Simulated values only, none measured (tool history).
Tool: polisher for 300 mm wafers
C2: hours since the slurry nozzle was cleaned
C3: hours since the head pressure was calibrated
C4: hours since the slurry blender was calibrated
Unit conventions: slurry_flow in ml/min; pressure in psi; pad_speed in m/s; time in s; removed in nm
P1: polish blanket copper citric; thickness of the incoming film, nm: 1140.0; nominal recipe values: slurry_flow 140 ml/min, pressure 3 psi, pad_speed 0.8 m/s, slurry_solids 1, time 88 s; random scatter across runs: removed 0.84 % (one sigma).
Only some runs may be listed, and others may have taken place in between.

{"run": 1, "hour": 4.8, "slurry_flow": 140, "pressure": 3, "pad_speed": 0.8, "slurry_solids": 1, "time": 88, "wafers polished on this pad": 264, "C2": 604.8, "C3": 477.1, "C4": 178.3, "removed": 194.78}
{"run": 2, "hour": 9.8, "slurry_flow": 140, "pressure": 3, "pad_speed": 0.8, "slurry_solids": 1.4, "time": 88, "wafers polished on this pad": 304, "C2": 609.8, "C3": 482.1, "C4": 183.3, "removed": 210.49}
{"run": 3, "hour": 12.5, "slurry_flow": 140, "pressure": 1.9, "pad_speed": 0.8, "slurry_solids": 1, "time": 88, "wafers polished on this pad": 325, "C2": 612.5, "C3": 484.8, "C4": 186, "removed": 125.29}
{"hour": 16.3, "done": "worn pad replaced by a new one"}
{"run": 4, "hour": 18.5, "slurry_flow": 85, "pressure": 3, "pad_speed": 0.8, "slurry_solids": 1, "time": 88, "wafers polished on this pad": 17, "C2": 618.5, "C3": 490.8, "C4": 192, "removed": 173.19}
{"run": 5, "hour": 23.6, "slurry_flow": 140, "pressure": 3, "pad_speed": 0.8, "slurry_solids": 1, "time": 88, "wafers polished on this pad": 57, "C2": 623.6, "C3": 495.9, "C4": 197.1, "removed": 195.13}
{"run": 6, "hour": 28.7, "slurry_flow": 140, "pressure": 3, "pad_speed": 1.02, "slurry_solids": 1, "time": 88, "wafers polished on this pad": 98, "C2": 628.7, "C3": 501, "C4": 202.2, "removed": 248.25}
{"run": 7, "hour": 34.3, "slurry_flow": 140, "pressure": 4.1, "pad_speed": 0.8, "slurry_solids": 1, "time": 88, "wafers polished on this pad": 142, "C2": 634.3, "C3": 506.6, "C4": 207.8, "removed": 268.98}
{"run": 8, "hour": 38.4, "slurry_flow": 140, "pressure": 3, "pad_speed": 0.8, "slurry_solids": 1, "time": 57, "wafers polished on this pad": 174, "C2": 638.4, "C3": 510.7, "C4": 211.9, "removed": 127.12}
{"run": 9, "hour": 44.6, "slurry_flow": 140, "pressure": 3, "pad_speed": 0.8, "slurry_solids": 0.55, "time": 88, "wafers polished on this pad": 223, "C2": 644.6, "C3": 516.9, "C4": 218.1, "removed": 173.54}
{"run": 10, "hour": 49.8, "slurry_flow": 140, "pressure": 4.5, "pad_speed": 0.8, "slurry_solids": 1, "time": 131, "wafers polished on this pad": 264, "C2": 649.8, "C3": 522.1, "C4": 223.3, "removed": 430.16}
{"run": 11, "hour": 54.1, "slurry_flow": 140, "pressure": 3, "pad_speed": 0.8, "slurry_solids": 1, "time": 88, "wafers polished on this pad": 298, "C2": 654.1, "C3": 526.4, "C4": 227.6, "removed": 196.85}
{"run": 12, "hour": 58.5, "slurry_flow": 140, "pressure": 3, "pad_speed": 0.8, "slurry_solids": 1, "time": 88, "wafers polished on this pad": 333, "C2": 658.5, "C3": 530.8, "C4": 232, "removed": 195.26}
{"run": 13, "hour": 63.8, "slurry_flow": 140, "pressure": 3, "pad_speed": 0.8, "slurry_solids": 1, "time": 88, "wafers polished on this pad": 375, "C2": 663.8, "C3": 536.1, "C4": 237.3, "removed": 195.36}
{"run": 14, "hour": 70.0, "slurry_flow": 140, "pressure": 3, "pad_speed": 0.8, "slurry_solids": 1, "time": 88, "wafers polished on this pad": 424, "C2": 670, "C3": 542.3, "C4": 243.5, "removed": 197.33}
{"run": 15, "hour": 76.1, "slurry_flow": 195, "pressure": 3, "pad_speed": 0.8, "slurry_solids": 1, "time": 88, "wafers polished on this pad": 472, "C2": 676.1, "C3": 548.4, "C4": 249.6, "removed": 205.75}
{"run": 16, "hour": 81.7, "slurry_flow": 140, "pressure": 3, "pad_speed": 0.8, "slurry_solids": 1, "time": 88, "wafers polished on this pad": 516, "C2": 681.7, "C3": 554, "C4": 255.2, "removed": 195.84}
{"run": 17, "hour": 86.0, "slurry_flow": 140, "pressure": 3, "pad_speed": 0.4, "slurry_solids": 1, "time": 88, "wafers polished on this pad": 550, "C2": 686, "C3": 558.3, "C4": 259.5, "removed": 102.36}

For run 18, what comes out?
{"run": 18, "hour": 91.6, "slurry_flow": 140, "pressure": 3, "pad_speed": 0.8, "slurry_solids": 1, "time": 117, "wafers polished on this pad": 595, "C2": 691.6, "C3": 563.9, "C4": 265.1, "removed": "?"}

removed: 260.09 nm

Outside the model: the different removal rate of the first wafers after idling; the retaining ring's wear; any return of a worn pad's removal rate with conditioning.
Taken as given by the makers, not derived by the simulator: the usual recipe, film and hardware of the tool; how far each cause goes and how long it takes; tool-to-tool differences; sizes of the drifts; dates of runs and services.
